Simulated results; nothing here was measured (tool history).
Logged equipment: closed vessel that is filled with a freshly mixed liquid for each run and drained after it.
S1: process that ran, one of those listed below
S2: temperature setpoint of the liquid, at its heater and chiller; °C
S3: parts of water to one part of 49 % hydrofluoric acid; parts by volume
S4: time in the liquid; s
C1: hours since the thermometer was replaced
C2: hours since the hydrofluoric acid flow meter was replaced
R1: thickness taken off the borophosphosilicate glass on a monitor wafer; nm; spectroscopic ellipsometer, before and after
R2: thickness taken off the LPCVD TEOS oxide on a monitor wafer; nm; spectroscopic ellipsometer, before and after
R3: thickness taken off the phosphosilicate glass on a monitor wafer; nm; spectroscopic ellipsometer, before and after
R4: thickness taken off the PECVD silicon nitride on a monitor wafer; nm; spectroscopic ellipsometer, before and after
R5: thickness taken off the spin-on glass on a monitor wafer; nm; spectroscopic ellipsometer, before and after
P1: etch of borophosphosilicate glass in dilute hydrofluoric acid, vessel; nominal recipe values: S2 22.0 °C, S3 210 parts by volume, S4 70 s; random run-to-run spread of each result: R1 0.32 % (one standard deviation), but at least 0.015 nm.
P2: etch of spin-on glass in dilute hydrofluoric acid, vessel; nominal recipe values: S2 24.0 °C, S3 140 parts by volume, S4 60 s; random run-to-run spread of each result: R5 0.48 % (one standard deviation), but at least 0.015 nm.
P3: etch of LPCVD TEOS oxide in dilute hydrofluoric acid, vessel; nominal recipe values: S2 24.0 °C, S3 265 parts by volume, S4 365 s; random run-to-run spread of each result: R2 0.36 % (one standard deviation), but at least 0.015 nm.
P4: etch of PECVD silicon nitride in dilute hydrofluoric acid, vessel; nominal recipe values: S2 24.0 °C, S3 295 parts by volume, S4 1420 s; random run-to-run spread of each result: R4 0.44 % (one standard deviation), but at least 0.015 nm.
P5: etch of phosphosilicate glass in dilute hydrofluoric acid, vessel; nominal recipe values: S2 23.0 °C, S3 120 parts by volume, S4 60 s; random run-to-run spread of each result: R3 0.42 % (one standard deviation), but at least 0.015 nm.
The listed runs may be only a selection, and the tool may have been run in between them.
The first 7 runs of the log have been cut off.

run,hour,S1,S2,S3,S4,C1,C2,R1,R2,R3,R4,R5
8,49.8,P5,23.0,120,60,534.3,406.2,,,85.581,,
9,53.5,P4,24.0,295,1420,538.0,409.9,,,,26.073,
10,60.8,P1,22.0,210,70,545.3,417.2,10.4400,,,,
11,67.2,P4,28.5,295,1420,551.7,423.6,,,,33.953,
12,74.3,P2,24.0,140,30,558.8,430.7,,,,,6.1049
13,82.4,P3,24.0,265,365,566.9,438.8,,29.307,,,
14,89.7,P4,24.0,185,1420,574.2,446.1,,,,41.573,
15,97.2,P5,23.0,120,30,581.7,453.6,,,42.743,,
16,101.1,P2,24.0,250,60,585.6,457.5,,,,,6.1013
17,108.1,P3,24.0,265,615,592.6,464.5,,49.063,,,
18,116.3,P2,24.0,140,60,600.8,472.7,,,,,12.2080
19,122.7,P1,22.0,210,70,607.2,479.1,10.2790,,,,
20,126.8,P1,22.0,210,70,611.3,483.2,10.3080,,,,
21,130.6,P4,24.0,295,2320,615.1,487.0,,,,42.607,
22,138.7,P2,31.0,140,60,623.2,495.1,,,,,15.8640
23,147.0,P1,17.0,75,70,631.5,503.4,27.2720,,,,
24,151.7,P3,24.0,265,365,636.2,508.1,,29.058,,,
25,158.8,P1,22.0,210,30,643.3,515.2,4.4126,,,,
26,165.0,P1,22.0,315,70,649.5,521.4,6.2134,,,,
27,173.4,P1,22.0,210,70,657.9,529.8,10.3050,,,,
28,180.1,P3,32.0,265,365,664.6,536.5,,38.216,,,

Run 29, settings as shown, results not yet in. Your forecast:
29,187.6,P1,22.0,210,70,672.1,544.0,?,,,,

Logged for run 29: R1 10.2710 nm.

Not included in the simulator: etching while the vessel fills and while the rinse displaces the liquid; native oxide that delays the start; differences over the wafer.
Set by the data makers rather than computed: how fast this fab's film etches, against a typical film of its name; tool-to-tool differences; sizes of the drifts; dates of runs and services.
